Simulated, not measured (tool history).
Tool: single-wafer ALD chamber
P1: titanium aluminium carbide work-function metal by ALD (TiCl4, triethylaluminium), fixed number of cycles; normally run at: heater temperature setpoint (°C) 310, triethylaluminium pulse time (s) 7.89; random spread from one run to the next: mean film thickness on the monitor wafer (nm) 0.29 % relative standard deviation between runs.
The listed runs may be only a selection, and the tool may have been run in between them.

| run | hour | heater temperature setpoint (°C) | triethylaluminium pulse time (s) | mean film thickness on the monitor wafer (nm) |
|---|---|---|---|---|
| 1 | 13.6 | 310 | 7.89 | 1.9612 |
| 2 | 21.7 | 310 | 7.89 | 1.9736 |
| 3 | 38.2 | 310 | 7.89 | 1.9685 |
| 4 | 55.8 | 310 | 7.89 | 1.9773 |
| 5 | 68.9 | 297 | 10.12 | 1.9456 |
| 6 | 80.8 | 310 | 10.89 | 2.0679 |
| 7 | 95.2 | 310 | 3.19 | 1.4126 |
| 8 | 110.3 | 310 | 7.89 | 1.979 |
| 9 | 127.4 | 288 | 7.89 | 1.7894 |
| 10 | 139.6 | 287 | 5.43 | 1.6198 |
| 11 | 149.9 | 333 | 7.89 | 2.1575 |
| 12 | 162.6 | 310 | 7.89 | 1.9812 |
| 13 | 175.7 | 310 | 7.89 | 1.9554 |
| 14 | 184.5 | 310 | 7.89 | 1.9446 |
| 15 | 197.8 | 310 | 7.89 | 1.9334 |
| 16 | 212.6 | 310 | 7.89 | 1.9454 |
| 17 | 224.9 | 310 | 7.89 | 1.9348 |
| 18 | 237.8 | 310 | 7.89 | 1.9332 |
| 19 | 247.8 | 310 | 7.89 | 1.9263 |
| 20 | 261.9 | 310 | 7.89 | 1.9287 |

P1 no longer gives what it gave before; its output has crept away from where it was. The following 2 causes, each at its listed size, fit the log equally well:
A: wafer temperature below the value expected at the setpoint (K) = 5.72
B: triethylaluminium dose below that of a fresh bottle (%) = 10.8
The creep began at about hour 162.6.

Which of the 4 check runs listed below separates the causes, so that each cause would produce a clearly different result? Each run uses one wafer, and its results are marked with question marks.
| check 1 | 276 | 290 | 7.89 | ? |
| check 2 | 276 | 292 | 7.89 | ? |
| check 3 | 276 | 301 | 4.91 | ? |
| check 4 | 276 | 333 | 7.89 | ? |

What every check run would give for each of its results, assuming each possible cause in turn:
| check | result | if A | if B |
|---|---|---|---|
| check 1 | mean film thickness on the monitor wafer (nm) | 1.7656 | 1.7685 |
| check 2 | mean film thickness on the monitor wafer (nm) | 1.7818 | 1.7844 |
| check 3 | mean film thickness on the monitor wafer (nm) | 1.6207 | 1.5865 |
| check 4 | mean film thickness on the monitor wafer (nm) | 2.1209 | 2.1168 |
Per check, the gap between the least separated pair of causes, taken in the result that splits them most: check 1 0.16 %; check 2 0.15 %; check 3 2.13 %; check 4 0.19 %
The causes can be told apart only by check 3. The other checks would give nearly the same results under each of them.

Check 3 was carried out, with these results: mean film thickness on the monitor wafer (nm) 1.6193. Which of the listed causes is responsible?

The cause is A: wafer temperature below the value expected at the setpoint (K).

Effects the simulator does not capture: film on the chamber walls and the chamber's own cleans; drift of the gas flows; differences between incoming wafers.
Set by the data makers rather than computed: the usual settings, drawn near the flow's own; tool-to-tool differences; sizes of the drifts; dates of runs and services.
